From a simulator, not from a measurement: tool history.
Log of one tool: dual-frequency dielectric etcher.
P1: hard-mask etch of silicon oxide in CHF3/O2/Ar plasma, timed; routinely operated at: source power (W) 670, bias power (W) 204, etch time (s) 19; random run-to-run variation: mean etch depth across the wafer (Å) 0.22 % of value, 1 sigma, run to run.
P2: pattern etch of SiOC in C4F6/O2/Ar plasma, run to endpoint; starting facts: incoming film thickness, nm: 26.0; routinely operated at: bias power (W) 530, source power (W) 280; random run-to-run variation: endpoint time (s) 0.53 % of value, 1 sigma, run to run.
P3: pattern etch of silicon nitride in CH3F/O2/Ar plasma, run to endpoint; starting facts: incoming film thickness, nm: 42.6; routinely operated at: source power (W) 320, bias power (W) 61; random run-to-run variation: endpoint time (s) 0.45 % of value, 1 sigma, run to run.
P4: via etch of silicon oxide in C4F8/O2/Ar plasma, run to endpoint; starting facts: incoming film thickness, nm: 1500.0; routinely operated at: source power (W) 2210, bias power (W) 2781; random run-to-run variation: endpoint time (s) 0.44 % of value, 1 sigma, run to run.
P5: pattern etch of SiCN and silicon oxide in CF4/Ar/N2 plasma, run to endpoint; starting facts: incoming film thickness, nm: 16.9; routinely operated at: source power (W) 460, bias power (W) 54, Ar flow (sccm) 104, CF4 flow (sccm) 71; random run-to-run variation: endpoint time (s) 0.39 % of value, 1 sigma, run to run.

| run | day | process that ran | source power (W) | bias power (W) | etch time (s) | Ar flow (sccm) | CF4 flow (sccm) | hours since the last wet clean | hours since the last source power generator calibration | hours since the last bias power generator calibration | mean etch depth across the wafer (Å) | endpoint time (s) |
|---|---|---|---|---|---|---|---|---|---|---|---|---|
| 1 | 0.392 | P1 | 670 | 204 | 19 |  |  | 98.9 | 301.3 | 1586.3 | 419.31 |  |
| 2 | 1.154 | P1 | 670 | 286 | 19 |  |  | 117.2 | 319.6 | 1604.6 | 471.11 |  |
| 3 | 1.904 | P1 | 430 | 132 | 19 |  |  | 135.2 | 337.6 | 1622.6 | 307.05 |  |
| 4 | 2.258 | P1 | 670 | 204 | 28 |  |  | 143.7 | 346.1 | 1631.1 | 619.52 |  |
|  | 2.354 | bias power generator calibrated |
| 5 | 2.804 | P3 | 320 | 41 |  |  |  | 156.8 | 359.2 | 10.9 |  | 76.9730 |
| 6 | 3.250 | P1 | 470 | 204 | 19 |  |  | 167.5 | 369.9 | 21.6 | 365.64 |  |
|  | 3.529 | wet clean of the chamber |
| 7 | 3.638 | P1 | 670 | 163 | 19 |  |  | 2.7 | 379.2 | 30.9 | 390.51 |  |
| 8 | 4.242 | P3 | 320 | 61 |  |  |  | 17.2 | 393.7 | 45.4 |  | 68.3480 |
| 9 | 4.708 | P4 | 2210 | 2781 |  |  |  | 28.4 | 404.9 | 56.6 |  | 261.3500 |
| 10 | 5.342 | P1 | 670 | 204 | 19 |  |  | 43.6 | 420.1 | 71.8 | 419.08 |  |
| 11 | 6.033 | P1 | 670 | 204 | 13 |  |  | 60.2 | 436.7 | 88.4 | 286.73 |  |
| 12 | 6.371 | P1 | 670 | 204 | 19 |  |  | 68.3 | 444.8 | 96.5 | 417.88 |  |
| 13 | 7.121 | P4 | 2210 | 2053 |  |  |  | 86.3 | 462.8 | 114.5 |  | 284.3400 |
| 14 | 7.788 | P1 | 540 | 204 | 23 |  |  | 102.3 | 478.8 | 130.5 | 466.97 |  |
| 15 | 8.458 | P2 | 280 | 530 |  |  |  | 118.4 | 494.9 | 146.6 |  | 9.8854 |
| 16 | 9.204 | P4 | 2910 | 2781 |  |  |  | 136.3 | 512.8 | 164.5 |  | 233.9800 |
| 17 | 9.612 | P5 | 460 | 43 |  | 104 | 71 | 146.1 | 522.6 | 174.3 |  | 22.1920 |
| 18 | 10.238 | P1 | 670 | 281 | 24 |  |  | 161.1 | 537.6 | 189.3 | 594.53 |  |
| 19 | 10.692 | P2 | 280 | 706 |  |  |  | 172.0 | 548.5 | 200.2 |  | 8.7111 |
| 20 | 11.358 | P1 | 930 | 204 | 19 |  |  | 188.0 | 564.5 | 216.2 | 476.55 |  |
| 21 | 11.921 | P5 | 310 | 54 |  | 104 | 71 | 201.5 | 578.0 | 229.7 |  | 29.0730 |
| 22 | 12.554 | P5 | 460 | 54 |  | 104 | 71 | 216.7 | 593.2 | 244.9 |  | 20.5350 |
| 23 | 13.229 | P1 | 670 | 204 | 19 |  |  | 232.9 | 609.4 | 261.1 | 420.02 |  |
| 24 | 13.892 | P5 | 460 | 54 |  | 138 | 71 | 248.8 | 625.3 | 277.0 |  | 21.7450 |
| 25 | 14.238 | P3 | 190 | 61 |  |  |  | 257.1 | 633.6 | 285.3 |  | 82.9910 |
| 26 | 14.654 | P5 | 460 | 54 |  | 104 | 99 | 267.1 | 643.6 | 295.3 |  | 19.4890 |
| 27 | 15.404 | P2 | 380 | 530 |  |  |  | 285.1 | 661.6 | 313.3 |  | 8.8503 |
| 28 | 15.767 | P3 | 320 | 61 |  |  |  | 293.8 | 670.3 | 322.0 |  | 68.2200 |
| 29 | 16.471 | P1 | 670 | 204 | 19 |  |  | 310.7 | 687.2 | 338.9 | 420.18 |  |
| 30 | 17.117 | P1 | 670 | 204 | 19 |  |  | 326.2 | 702.7 | 354.4 | 416.36 |  |
| 31 | 17.712 | P1 | 670 | 204 | 19 |  |  | 340.5 | 717.0 | 368.7 | 415.85 |  |
| 32 | 18.333 | P1 | 670 | 204 | 19 |  |  | 355.4 | 731.9 | 383.6 | 414.25 |  |
| 33 | 19.033 | P1 | 670 | 204 | 19 |  |  | 372.2 | 748.7 | 400.4 | 415.02 |  |
| 34 | 19.567 | P1 | 670 | 204 | 19 |  |  | 385.0 | 761.5 | 413.2 | 415.24 |  |
|  | 19.946 | wet clean of the chamber |
| 35 | 20.042 | P1 | 670 | 204 | 19 |  |  | 2.4 | 772.9 | 424.6 | 414.29 |  |
| 36 | 20.479 | P1 | 670 | 204 | 19 |  |  | 12.9 | 783.4 | 435.1 | 414.12 |  |
| 37 | 20.950 | P1 | 670 | 204 | 19 |  |  | 24.2 | 794.7 | 446.4 | 414.14 |  |
| 38 | 21.679 | P1 | 670 | 204 | 19 |  |  | 41.7 | 812.2 | 463.9 | 413.21 |  |
| 39 | 22.408 | P1 | 670 | 204 | 19 |  |  | 59.2 | 829.7 | 481.4 | 413.02 |  |

The output of P1 has drifted from where it used to be. Each of the 2 causes below, taken at the size shown beside it, accounts for the log equally well:
A: source power that arrives under what is set, % = 3.6
B: bias power that arrives under what is set, % = 4.01
Creep in the process output first set in at about day 16.471.
The rest of the possible causes, and what rules out each one:
chamber walls in a state that lowers the etch rate, %: serviced at day 19.946, after the change had begun; the process did not return to its earlier output

4 check runs are offered, each on 2 wafers whose results are averaged, their results left as question marks. Which one tells the causes apart?
| check 1 | 23.138 | P5 | 460 | 54 |  | 104 | 93 |  |  |  |  | ? |
| check 2 | 23.138 | P4 | 2880 | 2781 |  |  |  |  |  |  |  | ? |
| check 3 | 23.138 | P2 | 380 | 530 |  |  |  |  |  |  |  | ? |
| check 4 | 23.138 | P3 | 320 | 50 |  |  |  |  |  |  |  | ? |

Outcome of each check run for each possible cause:
| check | result | if A | if B |
|---|---|---|---|
| check 1 | endpoint time (s) | 20.4000 | 19.9870 |
| check 2 | endpoint time (s) | 237.9000 | 237.3600 |
| check 3 | endpoint time (s) | 8.9371 | 8.9543 |
| check 4 | endpoint time (s) | 73.9080 | 73.8220 |
Distance between the nearest two causes, measured in the result of the check that separates them most: check 1 2.04 %; check 2 0.23 %; check 3 0.19 %; check 4 0.12 %
Only in check 1 would the causes give clearly different results; in the remaining checks their results would be nearly the same.

The results of check 1 are: endpoint time (s) 20.4320. Based on these, which of the listed causes is it?

It was cause A: source power that arrives under what is set, %.
